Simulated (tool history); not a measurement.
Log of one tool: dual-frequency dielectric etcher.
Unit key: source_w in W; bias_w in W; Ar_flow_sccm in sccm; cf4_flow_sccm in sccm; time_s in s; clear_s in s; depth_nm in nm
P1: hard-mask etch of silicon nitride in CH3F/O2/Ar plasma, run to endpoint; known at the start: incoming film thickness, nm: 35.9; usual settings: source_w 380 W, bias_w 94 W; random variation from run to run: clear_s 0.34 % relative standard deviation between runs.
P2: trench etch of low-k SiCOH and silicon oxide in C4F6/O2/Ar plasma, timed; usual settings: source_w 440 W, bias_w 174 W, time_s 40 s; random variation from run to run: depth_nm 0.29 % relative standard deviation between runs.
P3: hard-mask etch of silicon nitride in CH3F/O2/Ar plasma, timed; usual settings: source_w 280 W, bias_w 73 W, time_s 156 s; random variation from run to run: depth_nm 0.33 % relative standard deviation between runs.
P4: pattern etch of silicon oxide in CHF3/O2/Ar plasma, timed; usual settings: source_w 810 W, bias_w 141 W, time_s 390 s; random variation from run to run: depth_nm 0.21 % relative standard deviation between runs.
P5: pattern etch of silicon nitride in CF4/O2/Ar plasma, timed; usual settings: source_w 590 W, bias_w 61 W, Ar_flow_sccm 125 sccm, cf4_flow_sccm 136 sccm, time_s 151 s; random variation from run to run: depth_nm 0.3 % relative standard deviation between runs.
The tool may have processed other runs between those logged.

run	hour	process	source_w	bias_w	Ar_flow_sccm	cf4_flow_sccm	time_s	clear_s	depth_nm
1	7.3	P1	380	94				47.159	
2	14.2	P1	380	94				47.21	
3	24	P5	590	73	125	136	151		389.65
4	30.1	P3	280	73			92		56.302
5	36.3	P4	810	141			390		820.3
6	45.7	P5	590	61	163	136	151		350.48
7	53.5	P4	600	141			390		728.91
8	59.1	P1	380	94				47.122	
9	67.2	P3	220	73			156		86.792
10	77.9	P1	380	94				47.36	
11	88.6	P5	590	61	125	163	151		368.14
12	94.8	P5	840	61	125	136	151		492.38
13	105.6	P1	460	75				47.537	
# hour 110.8: bias power generator calibrated
14	112.2	P1	380	94				47.437	
15	120.7	P5	590	61	125	136	191.5		458.63
16	126.9	P4	810	141			264.5		556.06
17	138.4	P2	440	245			40		142.63
18	144.9	P1	380	65				53.901	
19	151.2	P4	810	178			390		884.37
# hour 155.1: source power generator calibrated
20	157.1	P1	530	131				36.866	
21	168.2	P5	590	61	125	136	151		362.76
22	176.1	P4	810	141			390		820.26
23	184.8	P2	440	174			40		126.75
24	195.4	P2	550	174			40		137.67
25	201.5	P1	380	94				47.323	
26	212.4	P1	440	132				39.752	
27	218.7	P1	270	94				53.681	

Forecast run 28:
28	223.9	P3	280	87			156		?

depth_nm: 101.37 nm

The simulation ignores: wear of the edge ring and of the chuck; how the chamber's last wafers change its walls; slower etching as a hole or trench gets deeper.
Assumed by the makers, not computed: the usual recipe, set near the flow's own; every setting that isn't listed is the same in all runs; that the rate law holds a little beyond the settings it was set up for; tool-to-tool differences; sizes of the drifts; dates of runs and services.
